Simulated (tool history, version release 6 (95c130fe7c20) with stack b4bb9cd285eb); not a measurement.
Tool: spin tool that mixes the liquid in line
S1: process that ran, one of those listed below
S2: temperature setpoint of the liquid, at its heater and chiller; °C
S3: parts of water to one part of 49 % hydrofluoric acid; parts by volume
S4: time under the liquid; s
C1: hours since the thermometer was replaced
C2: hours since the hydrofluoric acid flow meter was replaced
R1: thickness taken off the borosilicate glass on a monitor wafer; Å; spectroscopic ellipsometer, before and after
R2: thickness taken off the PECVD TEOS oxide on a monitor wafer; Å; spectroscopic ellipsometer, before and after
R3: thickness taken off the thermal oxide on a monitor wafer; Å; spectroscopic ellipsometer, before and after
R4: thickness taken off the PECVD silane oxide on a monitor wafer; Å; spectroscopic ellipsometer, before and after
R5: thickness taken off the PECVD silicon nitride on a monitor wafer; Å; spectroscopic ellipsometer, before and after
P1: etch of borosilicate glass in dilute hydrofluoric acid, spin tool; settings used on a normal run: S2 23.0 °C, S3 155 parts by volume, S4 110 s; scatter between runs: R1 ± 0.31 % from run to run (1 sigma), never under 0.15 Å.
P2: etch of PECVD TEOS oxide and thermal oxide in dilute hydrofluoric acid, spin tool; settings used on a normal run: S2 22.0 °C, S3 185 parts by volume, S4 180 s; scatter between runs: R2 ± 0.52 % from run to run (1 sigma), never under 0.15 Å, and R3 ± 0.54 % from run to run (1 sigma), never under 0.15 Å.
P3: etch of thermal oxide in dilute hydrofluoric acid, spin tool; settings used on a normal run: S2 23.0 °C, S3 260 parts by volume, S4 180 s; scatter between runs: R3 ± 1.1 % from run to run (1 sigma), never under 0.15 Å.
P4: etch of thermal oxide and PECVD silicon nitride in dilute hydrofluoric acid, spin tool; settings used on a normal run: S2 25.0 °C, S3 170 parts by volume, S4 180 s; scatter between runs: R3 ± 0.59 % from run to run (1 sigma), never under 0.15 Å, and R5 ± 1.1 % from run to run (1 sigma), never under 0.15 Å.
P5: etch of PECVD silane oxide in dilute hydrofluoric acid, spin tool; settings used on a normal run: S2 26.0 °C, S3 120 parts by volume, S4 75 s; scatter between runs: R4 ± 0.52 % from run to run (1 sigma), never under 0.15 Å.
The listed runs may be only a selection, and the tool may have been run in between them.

run	hour	S1	S2	S3	S4	C1	C2	R1	R2	R3	R4	R5
1	8.5	P1	23.0	155	110	967.1	1131.9	332.440				
2	16.5	P1	23.0	155	160	975.1	1139.9	483.710				
3	23.7	P2	22.0	185	180	982.3	1147.1		177.28	38.2820		
4	33.3	P1	23.0	155	110	991.9	1156.7	330.750				
5	42.0	P1	23.0	155	45	1000.6	1165.4	136.160				
6	52.5	P1	26.5	225	110	1011.1	1175.9	240.790				
7	65.1	P3	23.0	260	180	1023.7	1188.5			24.7470		
8	77.2	P2	22.0	100	180	1035.8	1200.6		355.51	77.5200		
9	86.0	P3	23.0	260	180	1044.6	1209.4			24.8830		
10	93.6	P1	23.0	155	110	1052.2	1217.0	331.790				
11	102.6	P1	23.0	155	110	1061.2	1226.0	331.470				
12	110.1	P5	26.0	215	75	1068.7	1233.5				92.392	
13	123.7	P2	22.0	185	180	1082.3	1247.1		176.65	37.9200		
# hour 132.6: thermometer replaced
14	134.5	P1	18.5	155	110	2.0	1257.9	278.650				
15	144.7	P5	32.5	120	75	12.2	1268.1				233.540	
16	157.0	P1	28.5	155	110	24.5	1280.4	406.430				
17	164.9	P2	30.0	185	180	32.4	1288.3		235.33	51.3510		
18	175.2	P3	23.0	470	180	42.7	1298.6			11.1270		
19	186.2	P3	23.0	260	80	53.7	1309.6			11.2810		
20	194.8	P4	25.0	170	325	62.3	1318.2			85.1640		35.084
21	208.3	P1	23.0	155	110	75.8	1331.7	332.210				
22	219.1	P5	26.0	120	125	86.6	1342.5				307.110	
23	226.7	P4	25.0	170	180	94.2	1350.1			46.8680		19.964
24	240.4	P5	26.0	120	75	107.9	1363.8				183.070	
25	250.5	P1	23.0	25	110	118.0	1373.9	2413.700				
26	263.9	P1	17.0	265	110	131.4	1387.3	138.230				
27	276.0	P5	26.0	120	75	143.5	1399.4				183.640	
28	285.8	P1	23.0	270	110	153.3	1409.2	169.420				
29	295.3	P3	17.0	260	180	162.8	1418.7			19.9910		
30	306.0	P4	25.0	85	180	173.5	1429.4			105.0400		38.319
31	315.7	P2	22.0	185	15	183.2	1439.1		14.64	3.1286		
32	323.1	P1	23.0	155	110	190.6	1446.5	331.350				
33	331.3	P1	23.0	275	65	198.8	1454.7	96.858				

What does the tool deliver on the next run?
34	340.3	P1	23.0	155	110	207.8	1463.7	?				

{"run 34": {"R1": 332.99}}

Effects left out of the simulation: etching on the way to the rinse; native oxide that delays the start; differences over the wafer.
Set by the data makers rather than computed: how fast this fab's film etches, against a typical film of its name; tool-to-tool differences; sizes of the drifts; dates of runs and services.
